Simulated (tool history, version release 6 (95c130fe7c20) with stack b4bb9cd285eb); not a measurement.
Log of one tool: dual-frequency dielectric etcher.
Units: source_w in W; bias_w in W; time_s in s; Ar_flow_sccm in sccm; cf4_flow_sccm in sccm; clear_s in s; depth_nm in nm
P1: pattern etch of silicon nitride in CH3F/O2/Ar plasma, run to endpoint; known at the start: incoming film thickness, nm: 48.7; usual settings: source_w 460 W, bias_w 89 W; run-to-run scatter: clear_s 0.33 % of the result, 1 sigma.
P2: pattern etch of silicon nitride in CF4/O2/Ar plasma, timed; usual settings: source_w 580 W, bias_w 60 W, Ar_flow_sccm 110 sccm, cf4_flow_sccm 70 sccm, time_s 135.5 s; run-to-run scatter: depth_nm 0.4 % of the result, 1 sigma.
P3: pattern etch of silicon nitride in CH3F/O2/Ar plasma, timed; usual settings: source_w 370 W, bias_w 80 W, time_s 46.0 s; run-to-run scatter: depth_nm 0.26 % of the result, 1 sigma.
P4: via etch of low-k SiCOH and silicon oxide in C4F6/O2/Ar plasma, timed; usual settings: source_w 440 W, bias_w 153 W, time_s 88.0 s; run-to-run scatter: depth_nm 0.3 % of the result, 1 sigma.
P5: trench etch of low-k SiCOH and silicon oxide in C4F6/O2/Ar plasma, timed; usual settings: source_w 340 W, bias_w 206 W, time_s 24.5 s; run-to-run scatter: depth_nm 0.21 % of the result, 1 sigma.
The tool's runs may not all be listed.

run,day,process,source_w,bias_w,time_s,Ar_flow_sccm,cf4_flow_sccm,hours since the last wet clean,hours since the last source power generator calibration,hours since the last bias power generator calibration,clear_s,depth_nm
1,0.450,P1,460,89,,,,86.2,1181.5,1150.8,60.441,
2,0.929,P4,440,204,88.0,,,97.7,1193.0,1162.3,,271.380
3,1.471,P5,230,206,24.5,,,110.7,1206.0,1175.3,,65.146
4,1.725,P1,460,89,,,,116.8,1212.1,1181.4,60.578,
5,2.146,P1,550,124,,,,126.9,1222.2,1191.5,49.908,
6,2.496,P4,440,153,88.0,,,135.3,1230.6,1199.9,,248.270
7,3.062,P2,580,60,135.5,110,97,148.9,1244.2,1213.5,,302.970
8,3.650,P2,800,60,135.5,110,70,163.0,1258.3,1227.6,,384.690
9,4.229,P4,600,153,88.0,,,176.9,1272.2,1241.5,,279.740
10,4.650,P1,620,89,,,,187.0,1282.3,1251.6,53.805,
11,5.079,P1,380,108,,,,197.3,1292.6,1261.9,60.321,
12,5.508,P3,250,80,46.0,,,207.6,1302.9,1272.2,,27.825
13,5.917,P4,440,153,88.0,,,217.4,1312.7,1282.0,,246.870
14,6.367,P1,460,89,,,,228.2,1323.5,1292.8,60.247,
15,6.650,P4,440,153,61.5,,,235.0,1330.3,1299.6,,172.660
16,7.112,P3,370,80,46.0,,,246.1,1341.4,1310.7,,32.319
17,7.412,P3,370,80,25.5,,,253.3,1348.6,1317.9,,17.878
18,7.746,P1,460,60,,,,261.3,1356.6,1325.9,68.859,
19,8.275,P1,350,89,,,,274.0,1369.3,1338.6,66.845,
20,8.671,P3,370,57,46.0,,,283.5,1378.8,1348.1,,28.784
21,9.238,P1,280,65,,,,297.1,1392.4,1361.7,81.301,
22,9.504,P5,340,257,24.5,,,303.5,1398.8,1368.1,,81.264
23,9.858,P2,580,60,135.5,110,70,312.0,1407.3,1376.6,,289.810
24,10.417,P2,580,60,165.0,110,70,325.4,1420.7,1390.0,,353.230
25,10.696,P5,340,206,24.5,,,332.1,1427.4,1396.7,,75.771
26,11.112,P2,580,60,135.5,70,70,342.1,1437.4,1406.7,,309.570
27,11.675,P2,580,43,135.5,110,70,355.6,1450.9,1420.2,,255.110
28,12.083,P5,340,206,13.5,,,365.4,1460.7,1430.0,,41.706
29,12.508,P1,460,110,,,,375.6,1470.9,1440.2,55.804,
30,12.812,P1,460,89,,,,382.9,1478.2,1447.5,60.178,
31,13.183,P1,460,89,,,,391.8,1487.1,1456.4,60.122,
32,13.479,P1,460,89,,,,398.9,1494.2,1463.5,60.456,
33,13.858,P1,460,89,,,,408.0,1503.3,1472.6,60.802,
34,14.304,P1,460,89,,,,418.7,1514.0,1483.3,60.775,
35,14.892,P1,460,89,,,,432.8,1528.1,1497.4,60.702,
36,15.292,P1,460,89,,,,442.4,1537.7,1507.0,60.886,
# day 15.354: wet clean of the chamber
37,15.725,P1,460,89,,,,8.9,1548.1,1517.4,61.375,
38,16.183,P1,460,89,,,,19.9,1559.1,1528.4,61.257,
39,16.483,P1,460,89,,,,27.1,1566.3,1535.6,61.539,
40,16.958,P1,460,89,,,,38.5,1577.7,1547.0,61.336,
41,17.275,P1,460,89,,,,46.1,1585.3,1554.6,61.569,

What P1 gives has crept away from where it was. These 2 causes fit the log equally well, each at the size given:
A: source power that arrives under what is set, % = 4.27
B: bias power that arrives under what is set, % = 4.53
The creep began at about day 13.183.
Why every other cause is out:
chamber walls in a state that lowers the etch rate, %: serviced at day 15.354, which brought nothing back

4 check runs are offered, each on 2 wafers whose results are averaged, their results left as question marks. Which one tells the causes apart?
check 1,17.592,P2,580,60,135.5,74,70,,,,,?
check 2,17.592,P4,440,185,88.0,,,,,,,?
check 3,17.592,P3,280,80,46.0,,,,,,,?
check 4,17.592,P5,340,235,15.5,,,,,,,?

What each check would give under each cause:
check,result,if A,if B
check 1,depth_nm,294.150,300.100
check 2,depth_nm,258.030,258.670
check 3,depth_nm,28.609,28.601
check 4,depth_nm,49.151,49.205
How far apart the two closest causes lie, in the result that separates them most: check 1 2 %; check 2 0.24 %; check 3 0.03 %; check 4 0.11 %
Only check 1 tells the causes apart: in the others they would give nearly the same result.

Check 1 was then run and gave: depth_nm 299.680 nm. Which cause is it?

It is B: bias power that arrives under what is set, %.

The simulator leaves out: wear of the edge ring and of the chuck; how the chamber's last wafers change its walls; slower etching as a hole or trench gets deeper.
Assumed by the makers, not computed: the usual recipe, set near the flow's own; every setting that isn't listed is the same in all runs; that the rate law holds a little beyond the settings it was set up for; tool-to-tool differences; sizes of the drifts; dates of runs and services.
